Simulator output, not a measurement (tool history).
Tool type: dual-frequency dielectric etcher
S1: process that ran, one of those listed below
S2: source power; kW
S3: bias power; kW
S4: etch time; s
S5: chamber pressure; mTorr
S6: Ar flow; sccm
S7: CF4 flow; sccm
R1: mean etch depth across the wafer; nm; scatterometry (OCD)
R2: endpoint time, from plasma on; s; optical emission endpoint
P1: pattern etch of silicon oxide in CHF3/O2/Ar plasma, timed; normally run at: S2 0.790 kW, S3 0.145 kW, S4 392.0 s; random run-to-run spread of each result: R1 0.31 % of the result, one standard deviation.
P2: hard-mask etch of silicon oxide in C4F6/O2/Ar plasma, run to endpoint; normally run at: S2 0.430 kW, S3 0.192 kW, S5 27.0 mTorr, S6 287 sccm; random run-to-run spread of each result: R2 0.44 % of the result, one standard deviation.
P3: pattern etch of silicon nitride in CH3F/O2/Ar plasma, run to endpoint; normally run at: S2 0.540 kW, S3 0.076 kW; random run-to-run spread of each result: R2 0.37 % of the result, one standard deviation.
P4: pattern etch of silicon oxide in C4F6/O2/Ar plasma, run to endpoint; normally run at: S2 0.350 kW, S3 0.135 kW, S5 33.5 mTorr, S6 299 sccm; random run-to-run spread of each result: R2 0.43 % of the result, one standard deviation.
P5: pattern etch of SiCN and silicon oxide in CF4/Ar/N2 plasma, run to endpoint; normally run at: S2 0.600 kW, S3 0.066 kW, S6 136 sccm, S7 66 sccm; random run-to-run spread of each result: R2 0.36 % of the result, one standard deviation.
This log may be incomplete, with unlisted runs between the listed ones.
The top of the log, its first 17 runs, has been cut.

{"run": 18, "hour": 57.9, "S1": "P5", "S2": 0.6, "S3": 0.066, "S6": 136, "S7": 91, "R2": 9.949}
{"run": 19, "hour": 61.2, "S1": "P1", "S2": 0.51, "S3": 0.145, "S4": 303.0, "R1": 536.81}
{"run": 20, "hour": 64.1, "S1": "P5", "S2": 0.6, "S3": 0.066, "S6": 162, "S7": 66, "R2": 10.83}
{"run": 21, "hour": 66.3, "S1": "P1", "S2": 0.79, "S3": 0.145, "S4": 547.0, "R1": 1153.6}
{"run": 22, "hour": 68.8, "S1": "P4", "S2": 0.35, "S3": 0.135, "S5": 33.5, "S6": 299, "R2": 17.341}
{"run": 23, "hour": 72.1, "S1": "P4", "S2": 0.23, "S3": 0.135, "S5": 33.5, "S6": 299, "R2": 20.494}
{"run": 24, "hour": 74.3, "S1": "P5", "S2": 0.6, "S3": 0.042, "S6": 136, "S7": 66, "R2": 12.338}
{"run": 25, "hour": 76.4, "S1": "P2", "S2": 0.54, "S3": 0.192, "S5": 27.0, "S6": 287, "R2": 43.988}
{"run": 26, "hour": 81.4, "S1": "P1", "S2": 0.79, "S3": 0.19, "S4": 392.0, "R1": 903.24}
{"run": 27, "hour": 83.9, "S1": "P3", "S2": 0.54, "S3": 0.076, "R2": 22.667}
{"run": 28, "hour": 88.1, "S1": "P5", "S2": 0.6, "S3": 0.066, "S6": 136, "S7": 66, "R2": 10.587}
{"run": 29, "hour": 91.6, "S1": "P1", "S2": 1.09, "S3": 0.145, "S4": 392.0, "R1": 933.52}
{"run": 30, "hour": 94.4, "S1": "P4", "S2": 0.35, "S3": 0.088, "S5": 33.5, "S6": 299, "R2": 19.59}
{"run": 31, "hour": 97.6, "S1": "P3", "S2": 0.54, "S3": 0.103, "R2": 20.151}
{"run": 32, "hour": 100.8, "S1": "P1", "S2": 0.79, "S3": 0.145, "S4": 226.0, "R1": 476.78}
{"run": 33, "hour": 104.6, "S1": "P1", "S2": 0.79, "S3": 0.145, "S4": 392.0, "R1": 825.06}
{"run": 34, "hour": 108.5, "S1": "P1", "S2": 0.79, "S3": 0.145, "S4": 392.0, "R1": 821.26}
{"run": 35, "hour": 112.5, "S1": "P1", "S2": 0.79, "S3": 0.145, "S4": 392.0, "R1": 813.48}
{"run": 36, "hour": 115.8, "S1": "P1", "S2": 0.79, "S3": 0.145, "S4": 392.0, "R1": 820.81}
{"hour": 118.6, "done": "wet clean of the chamber"}
{"run": 37, "hour": 119.3, "S1": "P1", "S2": 0.79, "S3": 0.145, "S4": 392.0, "R1": 813.49}

Predict the results of run 38:
{"run": 38, "hour": 123.7, "S1": "P1", "S2": 0.79, "S3": 0.145, "S4": 392.0, "R1": "?"}

{"run 38": {"R1": 817.7}}
